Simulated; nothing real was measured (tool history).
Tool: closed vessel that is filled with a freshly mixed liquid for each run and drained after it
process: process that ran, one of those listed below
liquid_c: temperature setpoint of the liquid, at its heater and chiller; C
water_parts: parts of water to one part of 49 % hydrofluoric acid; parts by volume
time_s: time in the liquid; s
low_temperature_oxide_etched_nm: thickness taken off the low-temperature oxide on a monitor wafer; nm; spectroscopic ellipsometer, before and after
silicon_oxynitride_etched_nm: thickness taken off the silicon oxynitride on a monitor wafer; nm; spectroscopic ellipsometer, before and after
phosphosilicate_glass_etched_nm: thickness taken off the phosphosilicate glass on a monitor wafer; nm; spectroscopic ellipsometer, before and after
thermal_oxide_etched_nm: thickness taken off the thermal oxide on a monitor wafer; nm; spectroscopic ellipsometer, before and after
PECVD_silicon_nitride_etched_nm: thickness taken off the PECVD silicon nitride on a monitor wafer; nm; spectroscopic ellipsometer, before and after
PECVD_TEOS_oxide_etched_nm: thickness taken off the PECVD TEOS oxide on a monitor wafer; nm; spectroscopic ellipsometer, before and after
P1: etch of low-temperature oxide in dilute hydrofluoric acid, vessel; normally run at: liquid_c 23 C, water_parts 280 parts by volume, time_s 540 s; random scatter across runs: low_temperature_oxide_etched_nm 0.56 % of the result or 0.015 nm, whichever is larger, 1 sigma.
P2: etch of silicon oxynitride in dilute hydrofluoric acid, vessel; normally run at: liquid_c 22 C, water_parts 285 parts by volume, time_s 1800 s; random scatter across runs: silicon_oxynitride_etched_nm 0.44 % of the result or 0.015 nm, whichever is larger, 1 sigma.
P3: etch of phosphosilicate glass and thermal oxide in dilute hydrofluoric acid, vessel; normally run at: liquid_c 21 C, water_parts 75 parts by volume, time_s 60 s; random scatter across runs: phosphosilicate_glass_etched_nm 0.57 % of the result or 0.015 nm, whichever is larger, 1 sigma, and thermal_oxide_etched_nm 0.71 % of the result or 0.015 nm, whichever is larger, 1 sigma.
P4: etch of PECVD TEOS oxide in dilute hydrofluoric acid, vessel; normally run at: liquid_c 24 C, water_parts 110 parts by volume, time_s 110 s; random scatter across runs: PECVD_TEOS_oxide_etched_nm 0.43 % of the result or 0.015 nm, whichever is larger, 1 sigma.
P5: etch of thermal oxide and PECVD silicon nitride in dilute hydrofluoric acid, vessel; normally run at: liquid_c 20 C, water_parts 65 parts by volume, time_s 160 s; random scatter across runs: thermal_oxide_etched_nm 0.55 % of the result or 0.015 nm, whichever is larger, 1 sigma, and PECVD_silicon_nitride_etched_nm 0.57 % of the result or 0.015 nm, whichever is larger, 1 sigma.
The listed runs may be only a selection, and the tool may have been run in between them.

run     day  process  liquid_c  water_parts  time_s  low_temperature_oxide_etched_nm  silicon_oxynitride_etched_nm  phosphosilicate_glass_etched_nm  thermal_oxide_etched_nm  PECVD_silicon_nitride_etched_nm  PECVD_TEOS_oxide_etched_nm
  1   0.529       P1        23          280     540                           24.676
  2   0.808       P2        22          285    1800                                                         10.282
  3   1.404       P1        23          280     540                           24.704
  4   1.988       P1      28.5          280     540                           29.875
  5   2.288       P1        23          280     540                           24.535
  6   2.546       P1        23          280     540                           24.652
  7   3.121       P1        23          280     170                           7.6926
  8   3.404       P3        21          135      60                                                                                          34.286                   1.7986
  9   3.829       P1        23          280     540                           24.702
 10   4.317       P1        23          280     935                           42.328
 11   4.696       P5        20          115     160                                                                                                                   5.4057                           2.5796
 12   5.012       P4        30          110     110                                                                                                                                                                                11.688
 13   5.579       P5        20           65     160                                                                                                                   10.089                           4.5377
 14   6.158       P1        31          280     875                           52.914
 15     6.7       P5        24           65     160                                                                                                                   11.842                           5.8625
 16   7.146       P3        17           75      60                                                                                          56.006                   2.8512
 17   7.688       P2      29.5          285    1800                                                         14.205
 18   8.192       P1        27          280      30                           1.5592
 19   8.475       P4        24           40     110                                                                                                                                                                                27.736
 20   9.008       P5        20           65      75                                                                                                                   4.7262                           2.1142
 21   9.304       P1        23           75     540                           115.21
 22   9.858       P1        23          280     540                           24.516
 23  10.442       P1        23          280     540                           24.687
 24  11.021       P2        22          505    1800                                                         5.0783
 25  11.467       P2        22          285    3505                                                         19.959
 26  11.892       P2        22          285    1800                                                         10.391
 27  12.292       P4        24          110     110                                                                                                                                                                                9.2166
 28  12.562       P4        24          110      35                                                                                                                                                                                2.9424
 29   12.95       P5        20           65     160                                                                                                                   10.137                           4.4453
 30  13.392       P1        23          115     805                           105.72
 31  13.908       P4        24          110     110                                                                                                                                                                                9.2024
 32  14.312       P3        21           75      60                                                                                          66.312                   3.4483
 33  14.788       P1        23          455     540                           13.016
 34  15.158       P3        21           75      30                                                                                          33.115                   1.7161

Expected results for the next run?
 35  15.7       P1        17          280     540                                ?

{"run 35": {"low_temperature_oxide_etched_nm": 19.643}}
